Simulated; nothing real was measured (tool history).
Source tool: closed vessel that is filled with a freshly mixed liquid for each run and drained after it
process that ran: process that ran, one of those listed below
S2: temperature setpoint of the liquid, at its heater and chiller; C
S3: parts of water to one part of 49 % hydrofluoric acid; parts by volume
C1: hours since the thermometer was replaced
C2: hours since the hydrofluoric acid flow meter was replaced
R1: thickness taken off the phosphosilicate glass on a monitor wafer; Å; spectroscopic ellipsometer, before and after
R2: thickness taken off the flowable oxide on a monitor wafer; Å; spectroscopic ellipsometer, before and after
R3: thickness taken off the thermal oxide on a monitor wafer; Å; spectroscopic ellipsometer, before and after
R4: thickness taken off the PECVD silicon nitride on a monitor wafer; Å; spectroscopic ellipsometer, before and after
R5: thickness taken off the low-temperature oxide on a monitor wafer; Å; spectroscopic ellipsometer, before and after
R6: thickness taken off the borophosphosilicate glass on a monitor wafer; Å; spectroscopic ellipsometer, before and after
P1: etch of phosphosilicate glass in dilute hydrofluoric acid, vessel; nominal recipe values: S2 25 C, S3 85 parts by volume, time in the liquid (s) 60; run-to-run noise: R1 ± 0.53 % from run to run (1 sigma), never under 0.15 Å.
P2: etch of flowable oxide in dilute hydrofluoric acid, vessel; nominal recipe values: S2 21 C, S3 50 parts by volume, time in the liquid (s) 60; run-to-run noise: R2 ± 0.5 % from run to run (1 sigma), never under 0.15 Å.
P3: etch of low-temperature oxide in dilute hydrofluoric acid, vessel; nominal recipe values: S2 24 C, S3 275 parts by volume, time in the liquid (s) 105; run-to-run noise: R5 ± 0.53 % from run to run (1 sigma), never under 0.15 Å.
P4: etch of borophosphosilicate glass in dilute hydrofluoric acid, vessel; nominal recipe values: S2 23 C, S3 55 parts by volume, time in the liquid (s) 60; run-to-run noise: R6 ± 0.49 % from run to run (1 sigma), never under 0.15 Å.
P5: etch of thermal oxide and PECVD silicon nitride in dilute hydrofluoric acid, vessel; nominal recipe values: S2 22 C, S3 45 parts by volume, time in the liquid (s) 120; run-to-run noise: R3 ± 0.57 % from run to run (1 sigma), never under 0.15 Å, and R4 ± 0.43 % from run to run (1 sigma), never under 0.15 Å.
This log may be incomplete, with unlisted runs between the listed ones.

Run 1, hour 4.7: process that ran P1, S2 25 C, S3 85 parts by volume, time in the liquid (s) 60; C1 328.2; C2 192.3. Result: R1 1225.1 Å.
Run 2, hour 13.5: process that ran P2, S2 21 C, S3 50 parts by volume, time in the liquid (s) 115; C1 337; C2 201.1. Result: R2 1324.8 Å.
Run 3, hour 21.8: process that ran P2, S2 21 C, S3 50 parts by volume, time in the liquid (s) 60; C1 345.3; C2 209.4. Result: R2 682.85 Å.
Run 4, hour 28.4: process that ran P5, S2 22 C, S3 45 parts by volume, time in the liquid (s) 120; C1 351.9; C2 216. Result: R3 113 Å, R4 65.391 Å.
Run 5, hour 37: process that ran P1, S2 25 C, S3 85 parts by volume, time in the liquid (s) 85; C1 360.5; C2 224.6. Result: R1 1732.8 Å.
Run 6, hour 41.1: process that ran P3, S2 24 C, S3 275 parts by volume, time in the liquid (s) 105; C1 364.6; C2 228.7. Result: R5 57.01 Å.
Run 7, hour 45.5: process that ran P1, S2 25 C, S3 85 parts by volume, time in the liquid (s) 60; C1 369; C2 233.1. Result: R1 1230 Å.
Run 8, hour 54.1: process that ran P4, S2 23 C, S3 55 parts by volume, time in the liquid (s) 60; C1 377.6; C2 241.7. Result: R6 275.56 Å.
Run 9, hour 63.3: process that ran P1, S2 25 C, S3 125 parts by volume, time in the liquid (s) 30; C1 386.8; C2 250.9. Result: R1 394.81 Å.
Run 10, hour 68.4: process that ran P2, S2 21 C, S3 50 parts by volume, time in the liquid (s) 60; C1 391.9; C2 256. Result: R2 684.56 Å.
Run 11, hour 75.7: process that ran P5, S2 22 C, S3 45 parts by volume, time in the liquid (s) 235; C1 399.2; C2 263.3. Result: R3 221.42 Å, R4 126.81 Å.
Run 12, hour 83.2: process that ran P1, S2 25 C, S3 85 parts by volume, time in the liquid (s) 60; C1 406.7; C2 270.8. Result: R1 1235.9 Å.
Run 13, hour 89.7: process that ran P1, S2 29 C, S3 85 parts by volume, time in the liquid (s) 60; C1 413.2; C2 277.3. Result: R1 1427.6 Å.
Run 14, hour 94.6: process that ran P1, S2 25 C, S3 25 parts by volume, time in the liquid (s) 95; C1 418.1; C2 282.2. Result: R1 7189.9 Å.
Run 15, hour 102.8: process that ran P3, S2 24 C, S3 275 parts by volume, time in the liquid (s) 30; C1 426.3; C2 290.4. Result: R5 16.357 Å.
Run 16, hour 107.7: process that ran P3, S2 24 C, S3 40 parts by volume, time in the liquid (s) 105; C1 431.2; C2 295.3. Result: R5 510.76 Å.
Run 17, hour 117.1: process that ran P5, S2 22 C, S3 70 parts by volume, time in the liquid (s) 120; C1 440.6; C2 304.7. Result: R3 70.657 Å, R4 41.943 Å.
Run 18, hour 121.2: process that ran P1, S2 25 C, S3 85 parts by volume, time in the liquid (s) 60; C1 444.7; C2 308.8. Result: R1 1223.1 Å.
Run 19, hour 129.8: process that ran P1, S2 18 C, S3 85 parts by volume, time in the liquid (s) 60; C1 453.3; C2 317.4. Result: R1 920.77 Å.
Run 20, hour 135.1: process that ran P1, S2 33 C, S3 110 parts by volume, time in the liquid (s) 60; C1 458.6; C2 322.7. Result: R1 1246.1 Å.
Run 21, hour 141: process that ran P2, S2 21 C, S3 30 parts by volume, time in the liquid (s) 60; C1 464.5; C2 328.6. Result: R2 1182.7 Å.
Run 22, hour 149.4: process that ran P2, S2 28 C, S3 50 parts by volume, time in the liquid (s) 60; C1 472.9; C2 337. Result: R2 901.76 Å.
Run 23, hour 154.2: process that ran P4, S2 23 C, S3 55 parts by volume, time in the liquid (s) 95; C1 477.7; C2 341.8. Result: R6 433.18 Å.
Run 24, hour 161.8: process that ran P1, S2 25 C, S3 115 parts by volume, time in the liquid (s) 60; C1 485.3; C2 349.4. Result: R1 872.99 Å.

Run 25 is up next; what results do you expect?
Run 25, hour 170.5: process that ran P1, S2 25 C, S3 45 parts by volume, time in the liquid (s) 60; C1 494; C2 358.1. Result: R1 ?.

Logged for run 25: R1 2448 Å.

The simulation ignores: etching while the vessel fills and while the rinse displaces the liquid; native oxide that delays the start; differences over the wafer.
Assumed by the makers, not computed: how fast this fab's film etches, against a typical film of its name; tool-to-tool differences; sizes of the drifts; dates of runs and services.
